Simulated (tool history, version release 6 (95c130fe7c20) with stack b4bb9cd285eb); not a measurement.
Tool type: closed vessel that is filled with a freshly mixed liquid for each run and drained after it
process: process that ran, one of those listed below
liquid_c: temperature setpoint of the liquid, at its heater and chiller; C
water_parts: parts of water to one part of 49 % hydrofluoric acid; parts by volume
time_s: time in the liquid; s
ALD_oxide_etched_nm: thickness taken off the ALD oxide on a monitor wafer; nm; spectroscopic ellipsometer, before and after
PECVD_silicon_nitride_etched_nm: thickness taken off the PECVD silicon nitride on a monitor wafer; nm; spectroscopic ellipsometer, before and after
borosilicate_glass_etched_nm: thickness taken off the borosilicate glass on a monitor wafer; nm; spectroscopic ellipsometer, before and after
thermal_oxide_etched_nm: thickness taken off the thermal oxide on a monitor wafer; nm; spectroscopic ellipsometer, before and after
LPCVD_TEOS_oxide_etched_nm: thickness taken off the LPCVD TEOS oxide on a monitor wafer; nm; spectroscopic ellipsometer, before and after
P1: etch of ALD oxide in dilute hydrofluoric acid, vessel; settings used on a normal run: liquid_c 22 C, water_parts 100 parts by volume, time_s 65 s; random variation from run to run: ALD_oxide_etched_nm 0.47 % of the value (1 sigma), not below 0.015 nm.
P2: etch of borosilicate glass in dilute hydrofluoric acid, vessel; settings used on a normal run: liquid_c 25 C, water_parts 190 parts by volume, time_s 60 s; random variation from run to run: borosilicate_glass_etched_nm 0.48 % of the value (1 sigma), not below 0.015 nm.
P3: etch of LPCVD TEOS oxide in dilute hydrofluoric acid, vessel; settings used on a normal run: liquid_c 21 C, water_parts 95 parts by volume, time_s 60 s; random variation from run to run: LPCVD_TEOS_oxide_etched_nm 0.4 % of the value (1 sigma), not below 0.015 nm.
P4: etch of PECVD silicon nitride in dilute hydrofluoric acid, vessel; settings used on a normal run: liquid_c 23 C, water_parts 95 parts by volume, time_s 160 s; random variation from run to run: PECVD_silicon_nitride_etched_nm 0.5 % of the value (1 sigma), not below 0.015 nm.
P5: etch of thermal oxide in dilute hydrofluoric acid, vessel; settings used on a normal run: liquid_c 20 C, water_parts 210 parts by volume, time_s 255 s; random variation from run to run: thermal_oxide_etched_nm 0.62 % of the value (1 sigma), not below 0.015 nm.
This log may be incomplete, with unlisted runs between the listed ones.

run   hour  process  liquid_c  water_parts  time_s  ALD_oxide_etched_nm  PECVD_silicon_nitride_etched_nm  borosilicate_glass_etched_nm  thermal_oxide_etched_nm  LPCVD_TEOS_oxide_etched_nm
  1    5.1       P1        22          100      65              19.2000
  2   11.0       P1        17          100      65              15.7690
  3   21.4       P1        22          100     115              34.0080
  4   30.0       P4        23           95     245                                               12.7320
  5   35.0       P2        25          100      60                                                                              24.766
  6   41.5       P1        22          145      65              12.6280
  7   51.6       P2        25          190      60                                                                              11.729
  8   57.9       P1        22          140     100              20.1700
  9   66.4       P1        22          100      65              19.2560
 10   75.6       P4        23           95     160                                                8.2399
 11   81.9       P1        22          100      65              19.3880
 12   92.5       P1        28          100      65              24.4180
 13  101.1       P1        22          100      65              19.3100
 14  108.9       P5        20          210     255                                                                                                      4.53970
 15  114.0       P3        21           95      90                                                                                                                                   46.863
 16  123.1       P4        23          155     160                                                5.0634
 17  129.0       P1        22           35      65              59.7960
 18  133.9       P1        22          100      30               8.9918
 19  142.8       P5        20          210     255                                                                                                      4.48990
 20  151.4       P3        21           95      60                                                                                                                                   31.361
 21  160.9       P5        17          210     255                                                                                                      4.03030
 22  171.0       P4        28           95     160                                               11.4160
 23  181.1       P2        25          190     105                                                                              20.500
 24  186.3       P5        20          110     255                                                                                                      9.65040
 25  194.6       P2        30          190      60                                                                              14.045
 26  204.9       P3        21           95      60                                                                                                                                   31.320
 27  211.6       P5        20          210      40                                                                                                      0.72943
 28  216.8       P3        21          135      60                                                                                                                                   21.043
 29  225.8       P3        29           95      60                                                                                                                                   42.692
 30  235.7       P1        22          100      65              19.2980
 31  245.6       P1        22          100      65              19.8750
 32  255.7       P1        22          100      65              20.3270
 33  266.2       P1        22          100      65              20.2780
 34  272.0       P1        22          100      65              20.5920
 35  277.2       P1        22          100      65              20.5230
 36  284.3       P1        22          100      65              20.5890
 37  293.6       P1        22          100      65              20.4370
 38  301.2       P1        22          100      65              20.6220

P1 no longer gives what it gave before; its output has crept away from where it was. The following 2 causes, each at its listed size, fit the log equally well:
A: hydrofluoric acid flow above the setpoint (%) = 6.25
B: liquid hotter than its thermometer reads (K) = 1.69
The process output started creeping at around hour 235.7.

Below are 4 check runs, each on a single wafer, with their results shown as question marks. Which of them would tell the listed causes apart, meaning the causes would give clearly different results under it?
check 1  308.8       P4        23           95     160                                                     ?
check 2  308.8       P5        20          210     255                                                                                                            ?
check 3  308.8       P3        21           95      60                                                                                                                                        ?
check 4  308.8       P2        25          190      60                                                                                   ?

Outcome of each check run for each possible cause:
  check                           result     if A     if B
check 1  PECVD_silicon_nitride_etched_nm   8.7699   9.2389
check 2          thermal_oxide_etched_nm  4.90980  4.86870
check 3       LPCVD_TEOS_oxide_etched_nm   33.302   33.348
check 4     borosilicate_glass_etched_nm   12.642   12.497
Per check, the gap between the least separated pair of causes, taken in the result that splits them most: check 1 5.21 %; check 2 0.84 %; check 3 0.14 %; check 4 1.15 %
Of the check runs offered, only check 1 discriminates between the causes; the rest would read about the same regardless of which cause applies.

Check 1 was then run and gave: PECVD_silicon_nitride_etched_nm 8.7763 nm. Which cause is it?

It is A: hydrofluoric acid flow above the setpoint (%).
